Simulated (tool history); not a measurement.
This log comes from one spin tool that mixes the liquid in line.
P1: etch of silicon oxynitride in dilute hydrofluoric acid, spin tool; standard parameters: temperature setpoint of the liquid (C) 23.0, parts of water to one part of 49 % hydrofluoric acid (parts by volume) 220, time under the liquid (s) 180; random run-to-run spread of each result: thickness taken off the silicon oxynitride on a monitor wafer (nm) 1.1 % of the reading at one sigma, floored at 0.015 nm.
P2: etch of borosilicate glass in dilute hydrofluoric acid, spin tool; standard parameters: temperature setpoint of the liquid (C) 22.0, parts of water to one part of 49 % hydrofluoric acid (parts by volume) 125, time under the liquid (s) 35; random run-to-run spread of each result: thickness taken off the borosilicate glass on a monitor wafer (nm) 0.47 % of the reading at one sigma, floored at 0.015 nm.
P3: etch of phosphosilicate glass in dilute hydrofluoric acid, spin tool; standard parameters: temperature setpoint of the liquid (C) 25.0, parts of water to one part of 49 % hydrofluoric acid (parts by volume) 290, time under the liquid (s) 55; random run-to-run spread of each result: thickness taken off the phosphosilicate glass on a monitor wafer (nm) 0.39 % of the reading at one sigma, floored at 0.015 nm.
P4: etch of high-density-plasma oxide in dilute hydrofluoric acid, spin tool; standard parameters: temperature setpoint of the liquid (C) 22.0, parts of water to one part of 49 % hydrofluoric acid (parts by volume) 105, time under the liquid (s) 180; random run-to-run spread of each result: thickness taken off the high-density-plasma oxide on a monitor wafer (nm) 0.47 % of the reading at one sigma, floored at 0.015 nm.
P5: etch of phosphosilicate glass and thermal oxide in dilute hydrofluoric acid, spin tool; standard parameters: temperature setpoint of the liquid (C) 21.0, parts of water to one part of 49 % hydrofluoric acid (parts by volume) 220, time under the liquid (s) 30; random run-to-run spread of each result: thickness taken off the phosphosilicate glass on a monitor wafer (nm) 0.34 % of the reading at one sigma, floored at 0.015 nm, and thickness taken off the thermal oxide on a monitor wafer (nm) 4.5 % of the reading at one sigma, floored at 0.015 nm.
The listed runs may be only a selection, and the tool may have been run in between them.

run,hour,process that ran,temperature setpoint of the liquid (C),parts of water to one part of 49 % hydrofluoric acid (parts by volume),time under the liquid (s),hours since the thermometer was replaced,hours since the hydrofluoric acid flow meter was replaced,thickness taken off the silicon oxynitride on a monitor wafer (nm),thickness taken off the high-density-plasma oxide on a monitor wafer (nm),thickness taken off the phosphosilicate glass on a monitor wafer (nm),thickness taken off the borosilicate glass on a monitor wafer (nm),thickness taken off the thermal oxide on a monitor wafer (nm)
1,7.0,P1,23.0,220,180,768.9,645.9,2.14810,,,,
2,16.8,P4,22.0,105,300,778.7,655.7,,13.6300,,,
3,24.9,P3,32.5,290,55,786.8,663.8,,,36.387,,
4,32.0,P2,17.0,125,35,793.9,670.9,,,,7.0085,
5,38.6,P2,22.0,125,35,800.5,677.5,,,,8.4222,
6,42.9,P1,23.0,220,180,804.8,681.8,2.17720,,,,
7,50.1,P1,23.0,220,180,812.0,689.0,2.15700,,,,
8,58.8,P1,23.0,395,180,820.7,697.7,1.08730,,,,
9,66.6,P3,25.0,290,55,828.5,705.5,,,28.492,,
10,71.7,P2,22.0,125,70,833.6,710.6,,,,16.9400,
11,79.7,P5,21.0,55,30,841.6,718.6,,,102.440,,2.47470
12,86.6,P2,22.0,200,35,848.5,725.5,,,,4.9102,
13,90.9,P3,25.0,290,100,852.8,729.8,,,51.582,,
14,99.4,P3,25.0,520,55,861.3,738.3,,,12.919,,
15,108.3,P5,21.0,220,60,870.2,747.2,,,42.725,,1.09640
16,116.5,P1,23.0,220,180,878.4,755.4,2.18100,,,,
17,121.4,P4,22.0,105,180,883.3,760.3,,8.2117,,,
18,126.3,P1,23.0,330,255,888.2,765.2,1.91540,,,,
19,132.6,P2,22.0,125,35,894.5,771.5,,,,8.5001,
20,142.6,P5,21.0,220,30,904.5,781.5,,,21.317,,0.54037
21,150.0,P4,22.0,140,180,911.9,788.9,,5.8606,,,
22,157.3,P1,23.0,220,180,919.2,796.2,2.16290,,,,
23,162.7,P1,23.0,120,180,924.6,801.6,4.29220,,,,
24,167.7,P5,17.0,220,30,929.6,806.6,,,18.323,,0.42504
25,174.4,P1,23.0,220,340,936.3,813.3,4.09740,,,,
26,181.1,P1,18.5,220,180,943.0,820.0,1.76900,,,,
27,186.4,P1,30.0,220,180,948.3,825.3,2.92280,,,,
28,193.1,P1,23.0,220,60,955.0,832.0,0.73404,,,,
29,197.5,P4,17.0,105,180,959.4,836.4,,6.6342,,,
30,205.7,P3,25.0,290,55,967.6,844.6,,,28.413,,
31,214.9,P1,23.0,220,180,976.8,853.8,2.18740,,,,
32,220.4,P1,23.0,220,180,982.3,859.3,2.09050,,,,
33,229.8,P1,23.0,220,180,991.7,868.7,2.10770,,,,
34,236.3,P1,23.0,220,180,998.2,875.2,2.05910,,,,
35,242.6,P1,23.0,220,180,1004.5,881.5,2.01410,,,,
36,248.6,P1,23.0,220,180,1010.5,887.5,1.96690,,,,
37,257.1,P1,23.0,220,180,1019.0,896.0,1.98310,,,,
38,265.5,P1,23.0,220,180,1027.4,904.4,1.97400,,,,
39,271.7,P1,23.0,220,180,1033.6,910.6,1.93280,,,,
40,279.7,P1,23.0,220,180,1041.6,918.6,2.00990,,,,
41,286.9,P1,23.0,220,180,1048.8,925.8,1.96840,,,,
42,296.9,P1,23.0,220,180,1058.8,935.8,1.96400,,,,

P1 no longer gives what it gave before; its output has crept away from where it was. The following 2 causes, each at its listed size, fit the log equally well:
A: liquid colder than its thermometer reads (K) = 2.38
B: hydrofluoric acid flow below the setpoint (%) = 8.81
Creep in the process output first set in at about hour 214.9.

4 check runs are offered, one wafer each, their results left as question marks. Which one tells the causes apart?
check 1,306.9,P3,25.0,435,85,,,,,?,,
check 2,306.9,P4,18.0,105,180,,,,?,,,
check 3,306.9,P5,17.5,130,30,,,,,?,,?
check 4,306.9,P2,17.0,125,65,,,,,,?,

Predicted outcomes, by check and by cause:
check,result,if A,if B
check 1,thickness taken off the phosphosilicate glass on a monitor wafer (nm),23.706,22.505
check 2,thickness taken off the high-density-plasma oxide on a monitor wafer (nm),6.2805,6.2646
check 3,thickness taken off the phosphosilicate glass on a monitor wafer (nm),31.208,31.038
check 3,thickness taken off the thermal oxide on a monitor wafer (nm),0.75678,0.75267
check 4,thickness taken off the borosilicate glass on a monitor wafer (nm),11.6530,11.6040
Distance between the nearest two causes, measured in the result of the check that separates them most: check 1 5.2 %; check 2 0.25 %; check 3 0.55 %; check 4 0.42 %
Only in check 1 would the causes give clearly different results; in the remaining checks their results would be nearly the same.

With check 1 done, the readings were: thickness taken off the phosphosilicate glass on a monitor wafer (nm) 23.576. Identify which of the listed causes applies.

A is the cause: liquid colder than its thermometer reads (K).

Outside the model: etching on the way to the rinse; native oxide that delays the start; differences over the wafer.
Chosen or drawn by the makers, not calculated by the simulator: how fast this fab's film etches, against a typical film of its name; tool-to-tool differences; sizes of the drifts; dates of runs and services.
